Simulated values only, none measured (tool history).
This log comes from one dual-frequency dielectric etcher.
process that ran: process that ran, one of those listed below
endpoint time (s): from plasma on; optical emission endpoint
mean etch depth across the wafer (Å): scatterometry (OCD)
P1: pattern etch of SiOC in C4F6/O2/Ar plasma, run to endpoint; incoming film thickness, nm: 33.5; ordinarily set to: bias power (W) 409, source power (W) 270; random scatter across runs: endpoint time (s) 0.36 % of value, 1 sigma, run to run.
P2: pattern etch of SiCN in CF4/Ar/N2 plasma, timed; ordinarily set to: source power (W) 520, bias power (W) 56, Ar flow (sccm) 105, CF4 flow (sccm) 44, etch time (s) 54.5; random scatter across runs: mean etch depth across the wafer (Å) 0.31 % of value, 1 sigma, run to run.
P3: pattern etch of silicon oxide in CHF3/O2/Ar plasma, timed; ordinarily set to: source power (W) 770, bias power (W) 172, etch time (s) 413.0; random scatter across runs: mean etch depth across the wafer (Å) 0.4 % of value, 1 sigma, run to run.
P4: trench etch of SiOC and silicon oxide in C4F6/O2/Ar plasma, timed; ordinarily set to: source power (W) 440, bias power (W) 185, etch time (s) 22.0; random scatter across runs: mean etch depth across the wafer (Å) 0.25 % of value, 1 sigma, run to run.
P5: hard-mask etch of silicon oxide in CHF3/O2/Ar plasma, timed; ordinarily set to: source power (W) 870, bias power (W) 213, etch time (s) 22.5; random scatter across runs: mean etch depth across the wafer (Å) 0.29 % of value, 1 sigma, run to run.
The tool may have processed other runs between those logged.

| run | hour | process that ran | bias power (W) | source power (W) | Ar flow (sccm) | CF4 flow (sccm) | etch time (s) | hours since the last wet clean | hours since the last bias power generator calibration | hours since the last source power generator calibration | endpoint time (s) | mean etch depth across the wafer (Å) |
|---|---|---|---|---|---|---|---|---|---|---|---|---|
| 1 | 5.9 | P1 | 409 | 270 |  |  |  | 81.1 | 1696.5 | 1312.3 | 14.707 |  |
| 2 | 13.7 | P1 | 325 | 270 |  |  |  | 88.9 | 1704.3 | 1320.1 | 15.965 |  |
| 3 | 20.1 | P1 | 409 | 390 |  |  |  | 95.3 | 1710.7 | 1326.5 | 12.789 |  |
| 4 | 31.9 | P2 | 44 | 520 | 105 | 44 | 54.5 | 107.1 | 1722.5 | 1338.3 |  | 404.06 |
| 5 | 42.5 | P1 | 541 | 270 |  |  |  | 117.7 | 1733.1 | 1348.9 | 13.184 |  |
| 6 | 54.5 | P2 | 56 | 390 | 105 | 44 | 54.5 | 129.7 | 1745.1 | 1360.9 |  | 340.18 |
| 7 | 65.7 | P3 | 172 | 460 |  |  | 413.0 | 140.9 | 1756.3 | 1372.1 |  | 7426.90 |
| 8 | 73.3 | P1 | 409 | 220 |  |  |  | 148.5 | 1763.9 | 1379.7 | 15.814 |  |
| 9 | 82.2 | P2 | 56 | 520 | 105 | 30 | 54.5 | 157.4 | 1772.8 | 1388.6 |  | 409.72 |
| 10 | 91.0 | P4 | 185 | 440 |  |  | 22.0 | 166.2 | 1781.6 | 1397.4 |  | 447.29 |
| 11 | 100.2 | P5 | 213 | 530 |  |  | 22.5 | 175.4 | 1790.8 | 1406.6 |  | 450.14 |
| 12 | 109.0 | P3 | 172 | 770 |  |  | 413.0 | 184.2 | 1799.6 | 1415.4 |  | 8976.90 |
| 13 | 119.3 | P3 | 172 | 770 |  |  | 612.5 | 194.5 | 1809.9 | 1425.7 |  | 13250.00 |
| 14 | 125.1 | P1 | 409 | 270 |  |  |  | 200.3 | 1815.7 | 1431.5 | 14.715 |  |
| 15 | 131.7 | P3 | 172 | 770 |  |  | 413.0 | 206.9 | 1822.3 | 1438.1 |  | 8998.40 |
| 16 | 138.1 | P5 | 213 | 870 |  |  | 17.5 | 213.3 | 1828.7 | 1444.5 |  | 418.87 |
| 17 | 143.6 | P2 | 56 | 520 | 105 | 44 | 54.5 | 218.8 | 1834.2 | 1450.0 |  | 437.98 |
| 18 | 152.8 | P4 | 185 | 440 |  |  | 31.5 | 228.0 | 1843.4 | 1459.2 |  | 641.85 |
| 19 | 163.7 | P1 | 409 | 270 |  |  |  | 238.9 | 1854.3 | 1470.1 | 14.663 |  |
| 20 | 173.7 | P1 | 409 | 270 |  |  |  | 248.9 | 1864.3 | 1480.1 | 14.623 |  |
| 21 | 179.8 | P4 | 109 | 440 |  |  | 22.0 | 255.0 | 1870.4 | 1486.2 |  | 383.47 |
| 22 | 191.8 | P2 | 56 | 520 | 132 | 44 | 54.5 | 267.0 | 1882.4 | 1498.2 |  | 419.69 |
| 23 | 201.8 | P5 | 295 | 870 |  |  | 22.5 | 277.0 | 1892.4 | 1508.2 |  | 608.09 |
| 24 | 209.8 | P5 | 213 | 870 |  |  | 22.5 | 285.0 | 1900.4 | 1516.2 |  | 540.88 |
| 25 | 216.9 | P1 | 259 | 340 |  |  |  | 292.1 | 1907.5 | 1523.3 | 15.667 |  |
| 26 | 224.5 | P2 | 56 | 520 | 105 | 44 | 78.5 | 299.7 | 1915.1 | 1530.9 |  | 629.26 |
| 27 | 236.8 | P4 | 185 | 530 |  |  | 22.0 | 312.0 | 1927.4 | 1543.2 |  | 481.53 |
| 28 | 248.8 | P3 | 102 | 770 |  |  | 413.0 | 324.0 | 1939.4 | 1555.2 |  | 7675.90 |
| 29 | 254.9 | P1 | 409 | 270 |  |  |  | 330.1 | 1945.5 | 1561.3 | 14.593 |  |
| 30 | 264.8 | P1 | 409 | 270 |  |  |  | 340.0 | 1955.4 | 1571.2 | 14.502 |  |
| 31 | 271.0 | P1 | 409 | 270 |  |  |  | 346.2 | 1961.6 | 1577.4 | 14.521 |  |
| 32 | 280.0 | P1 | 409 | 270 |  |  |  | 355.2 | 1970.6 | 1586.4 | 14.420 |  |
| 33 | 292.1 | P1 | 409 | 270 |  |  |  | 367.3 | 1982.7 | 1598.5 | 14.365 |  |
| 34 | 298.8 | P1 | 409 | 270 |  |  |  | 374.0 | 1989.4 | 1605.2 | 14.414 |  |
|  | 304.3 | wet clean of the chamber |
| 35 | 306.6 | P1 | 409 | 270 |  |  |  | 2.4 | 1997.2 | 1613.0 | 14.299 |  |
| 36 | 312.5 | P1 | 409 | 270 |  |  |  | 8.3 | 2003.1 | 1618.9 | 14.433 |  |
| 37 | 319.0 | P1 | 409 | 270 |  |  |  | 14.8 | 2009.6 | 1625.4 | 14.248 |  |
| 38 | 326.4 | P1 | 409 | 270 |  |  |  | 22.2 | 2017.0 | 1632.8 | 14.409 |  |
| 39 | 332.3 | P1 | 409 | 270 |  |  |  | 28.1 | 2022.9 | 1638.7 | 14.370 |  |
| 40 | 342.1 | P1 | 409 | 270 |  |  |  | 37.9 | 2032.7 | 1648.5 | 14.349 |  |

P1 no longer gives what it gave before; its output has crept away from where it was. The following 2 causes, each at its listed size, fit the log equally well:
A: bias power that arrives over what is set, % = 4.97
B: source power that arrives over what is set, % = 4.98
The creep began at about hour 254.9.
Ruled out, with reasons:
chamber walls in a state that raises the etch rate, %: serviced at hour 304.3, after the change had begun; the process did not return to its earlier output

Which of the 4 check runs listed below separates the causes, so that each cause would produce a clearly different result? Each run uses one wafer, and its results are marked with question marks.
| check 1 | 351.9 | P3 | 105 | 770 |  |  | 554.0 |  |  |  |  | ? |
| check 2 | 351.9 | P4 | 134 | 440 |  |  | 27.5 |  |  |  |  | ? |
| check 3 | 351.9 | P2 | 56 | 520 | 105 | 33 | 73.0 |  |  |  |  | ? |
| check 4 | 351.9 | P5 | 289 | 690 |  |  | 22.5 |  |  |  |  | ? |

How each check would come out, cause by cause:
| check | result | if A | if B |
|---|---|---|---|
| check 1 | mean etch depth across the wafer (Å) | 10483.00 | 10538.00 |
| check 2 | mean etch depth across the wafer (Å) | 515.64 | 518.23 |
| check 3 | mean etch depth across the wafer (Å) | 566.46 | 580.20 |
| check 4 | mean etch depth across the wafer (Å) | 561.85 | 562.12 |
Separation of the two closest causes in each check, using whichever result separates them best: check 1 0.52 %; check 2 0.5 %; check 3 2.4 %; check 4 0.05 %
The other checks would show nearly matching results whichever cause is true, so check 3 is the only one that separates the causes.

Check 3 was carried out, with these results: mean etch depth across the wafer (Å) 562.57. Which of the listed causes is responsible?

The correct cause is A, namely: bias power that arrives over what is set, %.
